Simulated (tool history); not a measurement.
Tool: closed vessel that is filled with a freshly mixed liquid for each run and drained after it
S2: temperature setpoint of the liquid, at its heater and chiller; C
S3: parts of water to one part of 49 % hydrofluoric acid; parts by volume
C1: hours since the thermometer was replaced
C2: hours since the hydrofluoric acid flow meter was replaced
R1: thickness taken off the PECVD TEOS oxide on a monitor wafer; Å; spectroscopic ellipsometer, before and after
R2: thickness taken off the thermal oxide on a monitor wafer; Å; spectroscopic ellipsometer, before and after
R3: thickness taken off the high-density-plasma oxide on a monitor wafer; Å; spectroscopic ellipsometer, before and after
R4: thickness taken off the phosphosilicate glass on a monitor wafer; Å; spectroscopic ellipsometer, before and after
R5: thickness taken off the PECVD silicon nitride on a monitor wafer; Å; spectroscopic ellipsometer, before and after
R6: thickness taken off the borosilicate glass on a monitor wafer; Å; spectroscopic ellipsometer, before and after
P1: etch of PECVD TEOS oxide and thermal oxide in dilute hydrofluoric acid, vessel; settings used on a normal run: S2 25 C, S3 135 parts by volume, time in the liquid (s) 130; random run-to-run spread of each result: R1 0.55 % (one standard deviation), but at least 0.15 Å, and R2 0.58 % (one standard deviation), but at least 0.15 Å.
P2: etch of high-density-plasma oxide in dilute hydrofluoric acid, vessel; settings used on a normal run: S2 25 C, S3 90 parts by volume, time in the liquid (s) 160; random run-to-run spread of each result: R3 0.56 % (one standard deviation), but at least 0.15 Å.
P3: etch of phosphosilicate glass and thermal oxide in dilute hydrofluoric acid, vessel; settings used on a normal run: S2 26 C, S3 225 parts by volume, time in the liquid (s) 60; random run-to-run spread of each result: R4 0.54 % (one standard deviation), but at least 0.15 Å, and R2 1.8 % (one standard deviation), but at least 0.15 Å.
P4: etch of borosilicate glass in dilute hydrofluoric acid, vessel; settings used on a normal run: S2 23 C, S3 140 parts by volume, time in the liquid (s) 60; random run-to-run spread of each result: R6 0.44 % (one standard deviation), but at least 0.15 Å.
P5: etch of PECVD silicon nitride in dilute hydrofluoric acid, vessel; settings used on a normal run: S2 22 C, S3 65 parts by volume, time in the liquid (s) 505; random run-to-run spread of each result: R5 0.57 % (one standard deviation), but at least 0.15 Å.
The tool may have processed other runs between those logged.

run 1 hour=15.2 | process_that_ran=P1 S2=25 S3=135 time_in_the_liquid_(s)=130 | C1=644.7 C2=1217.1 | R1=186.28 R2=45.12
run 2 hour=29.3 | process_that_ran=P1 S2=25 S3=135 time_in_the_liquid_(s)=210 | C1=658.8 C2=1231.2 | R1=301.2 R2=71.961
run 3 hour=41.7 | process_that_ran=P2 S2=25 S3=90 time_in_the_liquid_(s)=160 | C1=671.2 C2=1243.6 | R3=120.7
run 4 hour=58.1 | process_that_ran=P1 S2=25 S3=135 time_in_the_liquid_(s)=130 | C1=687.6 C2=1260 | R1=186.64 R2=44.409
run 5 hour=67.5 | process_that_ran=P3 S2=26 S3=225 time_in_the_liquid_(s)=100 | C1=697 C2=1269.4 | R2=19.693 R4=589.72
run 6 hour=82.1 | process_that_ran=P5 S2=17 S3=65 time_in_the_liquid_(s)=505 | C1=711.6 C2=1284 | R5=148.63
run 7 hour=94.2 | process_that_ran=P1 S2=30.5 S3=135 time_in_the_liquid_(s)=130 | C1=723.7 C2=1296.1 | R1=232.22 R2=54.662
run 8 hour=103.2 | process_that_ran=P4 S2=23 S3=140 time_in_the_liquid_(s)=30 | C1=732.7 C2=1305.1 | R6=64.163
run 9 hour=118.8 | process_that_ran=P3 S2=26 S3=225 time_in_the_liquid_(s)=60 | C1=748.3 C2=1320.7 | R2=12.064 R4=353.92
-- hour=124.4 hydrofluoric acid flow meter replaced
run 10 hour=128.2 | process_that_ran=P4 S2=23 S3=65 time_in_the_liquid_(s)=60 | C1=757.7 C2=3.8 | R6=301.76
-- hour=137.4 thermometer replaced
run 11 hour=145.4 | process_that_ran=P2 S2=25 S3=90 time_in_the_liquid_(s)=160 | C1=8 C2=21 | R3=119.73
run 12 hour=161.8 | process_that_ran=P1 S2=25 S3=20 time_in_the_liquid_(s)=130 | C1=24.4 C2=37.4 | R1=1483.7 R2=354.81
run 13 hour=177 | process_that_ran=P4 S2=23 S3=140 time_in_the_liquid_(s)=60 | C1=39.6 C2=52.6 | R6=129.1
run 14 hour=187 | process_that_ran=P3 S2=26 S3=390 time_in_the_liquid_(s)=60 | C1=49.6 C2=62.6 | R2=6.0642 R4=173.91
run 15 hour=200 | process_that_ran=P1 S2=21 S3=135 time_in_the_liquid_(s)=130 | C1=62.6 C2=75.6 | R1=160.7 R2=38.314
run 16 hour=215.4 | process_that_ran=P1 S2=25 S3=135 time_in_the_liquid_(s)=130 | C1=78 C2=91 | R1=186.46 R2=45.396
run 17 hour=225 | process_that_ran=P4 S2=18 S3=140 time_in_the_liquid_(s)=60 | C1=87.6 C2=100.6 | R6=105.42
run 18 hour=238.6 | process_that_ran=P1 S2=25 S3=135 time_in_the_liquid_(s)=130 | C1=101.2 C2=114.2 | R1=188.48 R2=44.912
run 19 hour=246.7 | process_that_ran=P1 S2=25 S3=135 time_in_the_liquid_(s)=30 | C1=109.3 C2=122.3 | R1=43.178 R2=10.452
run 20 hour=265.5 | process_that_ran=P1 S2=25 S3=245 time_in_the_liquid_(s)=130 | C1=128.1 C2=141.1 | R1=92.164 R2=21.912
run 21 hour=279.8 | process_that_ran=P2 S2=25 S3=130 time_in_the_liquid_(s)=160 | C1=142.4 C2=155.4 | R3=79.244
run 22 hour=292.4 | process_that_ran=P2 S2=25 S3=90 time_in_the_liquid_(s)=75 | C1=155 C2=168 | R3=56.689
run 23 hour=306.5 | process_that_ran=P5 S2=22 S3=65 time_in_the_liquid_(s)=180 | C1=169.1 C2=182.1 | R5=74.636
run 24 hour=324.5 | process_that_ran=P1 S2=25 S3=135 time_in_the_liquid_(s)=130 | C1=187.1 C2=200.1 | R1=187.29 R2=45.236
run 25 hour=342.5 | process_that_ran=P1 S2=25 S3=135 time_in_the_liquid_(s)=130 | C1=205.1 C2=218.1 | R1=186.8 R2=44.908
run 26 hour=352.6 | process_that_ran=P2 S2=17.5 S3=90 time_in_the_liquid_(s)=160 | C1=215.2 C2=228.2 | R3=88.906
run 27 hour=362.9 | process_that_ran=P3 S2=20.5 S3=225 time_in_the_liquid_(s)=60 | C1=225.5 C2=238.5 | R2=9.6961 R4=291.97
run 28 hour=378.5 | process_that_ran=P1 S2=25 S3=135 time_in_the_liquid_(s)=130 | C1=241.1 C2=254.1 | R1=186.14 R2=44.955
run 29 hour=391.3 | process_that_ran=P5 S2=22 S3=100 time_in_the_liquid_(s)=505 | C1=253.9 C2=266.9 | R5=136.16
run 30 hour=409.6 | process_that_ran=P5 S2=22 S3=65 time_in_the_liquid_(s)=505 | C1=272.2 C2=285.2 | R5=210.28
run 31 hour=426.5 | process_that_ran=P5 S2=22 S3=65 time_in_the_liquid_(s)=505 | C1=289.1 C2=302.1 | R5=208.55
run 32 hour=441.6 | process_that_ran=P1 S2=29 S3=210 time_in_the_liquid_(s)=130 | C1=304.2 C2=317.2 | R1=127.26 R2=30.582
run 33 hour=458.2 | process_that_ran=P1 S2=25 S3=135 time_in_the_liquid_(s)=130 | C1=320.8 C2=333.8 | R1=186.33 R2=45.03
run 34 hour=474.9 | process_that_ran=P1 S2=25 S3=135 time_in_the_liquid_(s)=130 | C1=337.5 C2=350.5 | R1=195.2 R2=47.013
run 35 hour=483.8 | process_that_ran=P1 S2=25 S3=135 time_in_the_liquid_(s)=130 | C1=346.4 C2=359.4 | R1=197.81 R2=47.673
run 36 hour=496.2 | process_that_ran=P1 S2=25 S3=135 time_in_the_liquid_(s)=130 | C1=358.8 C2=371.8 | R1=201.65 R2=48.232
run 37 hour=508.7 | process_that_ran=P1 S2=25 S3=135 time_in_the_liquid_(s)=130 | C1=371.3 C2=384.3 | R1=201.66 R2=48.889
run 38 hour=522 | process_that_ran=P1 S2=25 S3=135 time_in_the_liquid_(s)=130 | C1=384.6 C2=397.6 | R1=200.31 R2=48.629
run 39 hour=530.6 | process_that_ran=P1 S2=25 S3=135 time_in_the_liquid_(s)=130 | C1=393.2 C2=406.2 | R1=203.35 R2=49.101
run 40 hour=542.7 | process_that_ran=P1 S2=25 S3=135 time_in_the_liquid_(s)=130 | C1=405.3 C2=418.3 | R1=202.82 R2=48.542
run 41 hour=556 | process_that_ran=P1 S2=25 S3=135 time_in_the_liquid_(s)=130 | C1=418.6 C2=431.6 | R1=204.07 R2=48.409

Compared with where it was, what P1 gives has crept away. Each cause listed below fits the log as well as the rest, at the size given for it:
A: hydrofluoric acid flow above the setpoint (%) = 7.69
B: liquid hotter than its thermometer reads (K) = 2.27
The onset of the drift is placed at about hour 458.2.

Consider the 4 single-wafer check runs listed below, results given as question marks: which one distinguishes between the causes by giving clearly different results for each?
run check 1 hour=569.3 | process_that_ran=P3 S2=26 S3=225 time_in_the_liquid_(s)=60 | R2=? R4=?
run check 2 hour=569.3 | process_that_ran=P4 S2=23 S3=140 time_in_the_liquid_(s)=60 | R6=?
run check 3 hour=569.3 | process_that_ran=P2 S2=25 S3=90 time_in_the_liquid_(s)=160 | R3=?
run check 4 hour=569.3 | process_that_ran=P5 S2=22 S3=65 time_in_the_liquid_(s)=505 | R5=?

Outcome of each check run for each possible cause:
check=check_1 result=R2 if_A=13.277 if_B=13.116
check=check_1 result=R4 if_A=387.96 if_B=383.25
check=check_2 result=R6 if_A=139.84 if_B=140.09
check=check_3 result=R3 if_A=130.71 if_B=131.56
check=check_4 result=R5 if_A=225.06 if_B=243.94
Gap, in per cent, between the two causes that each check separates least, read from the result that separates them most: check 1 1.22 %; check 2 0.18 %; check 3 0.65 %; check 4 8.05 %
The other checks would show nearly matching results whichever cause is true, so check 4 is the only one that separates the causes.

The results of check 4 are: R5 226.78 Å. Based on these, which of the listed causes is it?

The cause is A: hydrofluoric acid flow above the setpoint (%).

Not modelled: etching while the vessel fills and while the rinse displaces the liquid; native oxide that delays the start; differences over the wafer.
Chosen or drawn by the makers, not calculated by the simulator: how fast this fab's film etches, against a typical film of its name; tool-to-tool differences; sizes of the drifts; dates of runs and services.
